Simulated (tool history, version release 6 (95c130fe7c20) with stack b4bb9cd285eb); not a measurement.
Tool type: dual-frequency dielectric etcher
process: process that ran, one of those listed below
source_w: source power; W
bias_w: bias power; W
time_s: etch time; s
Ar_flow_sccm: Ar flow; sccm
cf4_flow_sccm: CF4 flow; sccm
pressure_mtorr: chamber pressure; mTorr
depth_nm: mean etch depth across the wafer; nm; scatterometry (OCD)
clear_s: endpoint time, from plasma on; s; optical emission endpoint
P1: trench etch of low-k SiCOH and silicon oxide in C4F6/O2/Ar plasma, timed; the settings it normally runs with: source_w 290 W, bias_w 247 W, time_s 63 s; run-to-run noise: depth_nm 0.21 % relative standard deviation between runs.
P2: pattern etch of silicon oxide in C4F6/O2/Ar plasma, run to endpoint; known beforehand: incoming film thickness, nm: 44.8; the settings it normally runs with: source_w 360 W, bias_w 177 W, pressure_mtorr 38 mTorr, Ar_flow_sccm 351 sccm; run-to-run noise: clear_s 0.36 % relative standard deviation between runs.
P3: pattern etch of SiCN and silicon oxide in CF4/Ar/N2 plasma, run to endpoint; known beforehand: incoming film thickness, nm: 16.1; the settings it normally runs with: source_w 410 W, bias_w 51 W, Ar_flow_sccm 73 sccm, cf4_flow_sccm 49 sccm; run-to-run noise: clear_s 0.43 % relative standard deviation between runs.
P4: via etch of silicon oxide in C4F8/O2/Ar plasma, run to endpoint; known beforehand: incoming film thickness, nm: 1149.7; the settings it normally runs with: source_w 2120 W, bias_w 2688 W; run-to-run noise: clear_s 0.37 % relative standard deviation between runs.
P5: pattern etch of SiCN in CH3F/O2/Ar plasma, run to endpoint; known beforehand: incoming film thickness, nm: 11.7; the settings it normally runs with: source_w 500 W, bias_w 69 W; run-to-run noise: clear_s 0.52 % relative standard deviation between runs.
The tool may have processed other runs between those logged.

run,day,process,source_w,bias_w,time_s,Ar_flow_sccm,cf4_flow_sccm,pressure_mtorr,hours since the last wet clean,hours since the last source power generator calibration,hours since the last bias power generator calibration,depth_nm,clear_s
1,0.154,P1,290,247,63,,,,220.5,3168.2,1012.6,203.22,
2,0.4,P5,610,69,,,,,226.4,3174.1,1018.5,,26.043
3,0.554,P1,290,247,81,,,,230.1,3177.8,1022.2,259.86,
4,0.725,P1,290,304,63,,,,234.2,3181.9,1026.3,217.16,
5,0.954,P4,2520,2688,,,,,239.7,3187.4,1031.8,,189.43
6,1.229,P3,270,51,,73,49,,246.3,3194,1038.4,,33.719
7,1.412,P3,410,51,,73,37,,250.7,3198.4,1042.8,,24.345
8,1.567,P1,290,247,44,,,,254.4,3202.1,1046.5,141.65,
9,1.788,P1,230,247,63,,,,259.7,3207.4,1051.8,186.26,
10,1.983,P5,500,69,,,,,264.4,3212.1,1056.5,,28.209
11,2.158,P1,290,182,63,,,,268.6,3216.3,1060.7,183.36,
12,2.438,P1,240,149,63,,,,275.3,3223,1067.4,159.83,
13,2.567,P2,360,177,,351,,52.5,278.4,3226.1,1070.5,,16.56
14,2.75,P1,290,247,63,,,,282.8,3230.5,1074.9,203.05,
15,2.967,P2,360,130,,351,,38,288,3235.7,1080.1,,17.423
16,3.246,P1,340,247,63,,,,294.7,3242.4,1086.8,215.7,
17,3.45,P4,2120,2688,,,,,299.6,3247.3,1091.7,,205.29
# day 3.567: source power generator calibrated
18,3.733,P1,290,247,63,,,,306.4,4.1,1098.5,202.25,
19,3.912,P3,410,51,,73,49,,310.7,8.4,1102.8,,23.173
20,4.042,P4,2120,3254,,,,,313.8,11.5,1105.9,,192.55
21,4.212,P2,360,177,,259,,38,317.9,15.6,1110,,15.455
22,4.408,P2,450,177,,351,,38,322.6,20.3,1114.7,,14.675
23,4.6,P5,500,69,,,,,327.2,24.9,1119.3,,28.29
24,4.854,P1,290,247,63,,,,333.3,31,1125.4,202.58,
25,5.125,P2,360,177,,351,,38,339.8,37.5,1131.9,,15.903
26,5.417,P3,410,40,,73,49,,346.8,44.5,1138.9,,25.089
27,5.596,P3,410,51,,73,49,,351.1,48.8,1143.2,,23.242
28,5.746,P5,500,95,,,,,354.7,52.4,1146.8,,25.198
29,5.983,P1,290,247,63,,,,360.4,58.1,1152.5,202.23,
30,6.225,P3,410,51,,55,49,,366.2,63.9,1158.3,,21.894
31,6.392,P2,360,177,,351,,38,370.2,67.9,1162.3,,15.931
32,6.558,P1,290,247,63,,,,374.2,71.9,1166.3,202.12,
33,6.696,P1,290,247,63,,,,377.5,75.2,1169.6,202.19,
34,6.942,P1,290,247,63,,,,383.4,81.1,1175.5,201.63,
35,7.154,P1,290,247,63,,,,388.5,86.2,1180.6,200.39,
36,7.412,P1,290,247,63,,,,394.7,92.4,1186.8,200.26,
37,7.542,P1,290,247,63,,,,397.8,95.5,1189.9,200.44,
38,7.667,P1,290,247,63,,,,400.8,98.5,1192.9,200.05,
39,7.883,P1,290,247,63,,,,406,103.7,1198.1,200.18,
# day 8.046: wet clean of the chamber
40,8.125,P1,290,247,63,,,,1.9,109.5,1203.9,200.66,
41,8.4,P1,290,247,63,,,,8.5,116.1,1210.5,199.64,
42,8.658,P1,290,247,63,,,,14.7,122.3,1216.7,199.64,
43,8.8,P1,290,247,63,,,,18.1,125.7,1220.1,200.5,

Something has made what P1 gives creep away from where it was; the 2 causes below, each at its own stated size, fit the log equally well:
A: bias power that arrives under what is set, % = 4.21
B: source power that arrives under what is set, % = 3.8
The process output started creeping at around day 6.558.
Every other cause this tool's parts could produce, and why it does not fit the log:
chamber walls in a state that lowers the etch rate, %: serviced after onset, at day 8.046, with no recovery of the prior output

You are offered 4 check runs, listed below with question marks in place of their results; each one averages 3 wafers. Which run separates the listed causes by giving clearly different results for each?
check 1,8.942,P3,410,51,,73,49,,,,,,?
check 2,8.942,P4,2120,2688,,,,,,,,,?
check 3,8.942,P2,360,177,,351,,38,,,,,?
check 4,8.942,P5,500,69,,,,,,,,,?

What every check run would give for each of its results, assuming each possible cause in turn:
check,result,if A,if B
check 1,clear_s,23.468,23.964
check 2,clear_s,206.87,207.34
check 3,clear_s,16.171,16.195
check 4,clear_s,28.634,28.633
Gap, in per cent, between the two causes that each check separates least, read from the result that separates them most: check 1 2.09 %; check 2 0.22 %; check 3 0.15 %; check 4 0 %
The causes can be told apart only by check 1. The other checks would give nearly the same results under each of them.

Here is what check 1 returned: clear_s 23.507 s. Which cause is it?

Of the candidate causes, it is A: bias power that arrives under what is set, %.
